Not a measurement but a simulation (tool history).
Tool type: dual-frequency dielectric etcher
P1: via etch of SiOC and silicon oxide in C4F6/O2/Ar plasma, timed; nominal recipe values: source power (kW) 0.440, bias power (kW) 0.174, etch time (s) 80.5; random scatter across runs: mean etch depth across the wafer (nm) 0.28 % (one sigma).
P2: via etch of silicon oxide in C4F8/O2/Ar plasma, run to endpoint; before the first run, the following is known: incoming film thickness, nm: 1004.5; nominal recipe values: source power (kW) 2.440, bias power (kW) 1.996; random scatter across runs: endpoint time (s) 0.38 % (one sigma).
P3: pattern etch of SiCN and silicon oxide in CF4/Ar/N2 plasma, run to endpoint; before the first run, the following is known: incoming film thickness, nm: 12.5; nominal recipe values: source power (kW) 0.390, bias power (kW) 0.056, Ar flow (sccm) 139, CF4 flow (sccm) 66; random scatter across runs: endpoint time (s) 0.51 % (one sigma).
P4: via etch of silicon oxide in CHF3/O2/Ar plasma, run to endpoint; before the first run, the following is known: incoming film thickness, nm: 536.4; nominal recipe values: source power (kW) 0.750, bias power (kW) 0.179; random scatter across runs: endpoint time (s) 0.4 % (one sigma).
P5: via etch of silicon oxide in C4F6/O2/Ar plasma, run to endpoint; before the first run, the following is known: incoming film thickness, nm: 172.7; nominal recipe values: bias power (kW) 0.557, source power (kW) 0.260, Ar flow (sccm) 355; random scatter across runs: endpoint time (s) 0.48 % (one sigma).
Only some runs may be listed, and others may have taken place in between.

run	hour	process that ran	source power (kW)	bias power (kW)	etch time (s)	Ar flow (sccm)	CF4 flow (sccm)	hours since the last wet clean	hours since the last source power generator calibration	hours since the last bias power generator calibration	mean etch depth across the wafer (nm)	endpoint time (s)
1	13.7	P1	0.440	0.174	80.5			271.1	889.0	2179.0	91.563	
2	26.4	P1	0.440	0.174	80.5			283.8	901.7	2191.7	91.761	
3	40.5	P2	2.440	2.792				297.9	915.8	2205.8		161.250
4	54.6	P3	0.390	0.056		139	66	312.0	929.9	2219.9		19.521
5	68.4	P1	0.290	0.213	80.5			325.8	943.7	2233.7	83.726	
6	77.8	P1	0.440	0.174	61.0			335.2	953.1	2243.1	69.581	
7	88.3	P3	0.390	0.056		84	66	345.7	963.6	2253.6		17.916
8	100.2	P2	2.440	1.996				357.6	975.5	2265.5		177.720
9	114.6	P4	0.560	0.179				372.0	989.9	2279.9		271.250
10	130.2	P1	0.440	0.122	80.5			387.6	1005.5	2295.5	82.266	
11	144.7	P1	0.440	0.215	80.5			402.1	1020.0	2310.0	97.672	
12	153.2	P5	0.260	0.557		439		410.6	1028.5	2318.5		44.706
13	169.1	P4	0.750	0.179				426.5	1044.4	2334.4		245.370
14	177.4	P3	0.390	0.035		139	66	434.8	1052.7	2342.7		22.855
15	194.3	P2	2.440	1.996				451.7	1069.6	2359.6		178.190
16	207.7	P2	3.150	1.996				465.1	1083.0	2373.0		158.880
17	222.8	P1	0.440	0.174	80.5			480.2	1098.1	2388.1	91.624	
18	238.7	P1	0.440	0.174	80.5			496.1	1114.0	2404.0	91.594	
19	251.8	P1	0.520	0.174	104.5			509.2	1127.1	2417.1	127.290	
20	265.0	P1	0.570	0.174	80.5			522.4	1140.3	2430.3	101.680	
21	282.0	P1	0.310	0.174	80.5			539.4	1157.3	2447.3	80.135	
22	294.8	P4	0.750	0.107				552.2	1170.1	2460.1		286.540
23	309.1	P5	0.260	0.429		355		566.5	1184.4	2474.4		48.588
24	319.9	P1	0.440	0.174	109.0			577.3	1195.2	2485.2	124.320	

Run 25 is up next; what results do you expect?
25	335.1	P3	0.540	0.056		139	66	592.5	1210.4	2500.4		?

Run 25 measured endpoint time (s) 14.682.
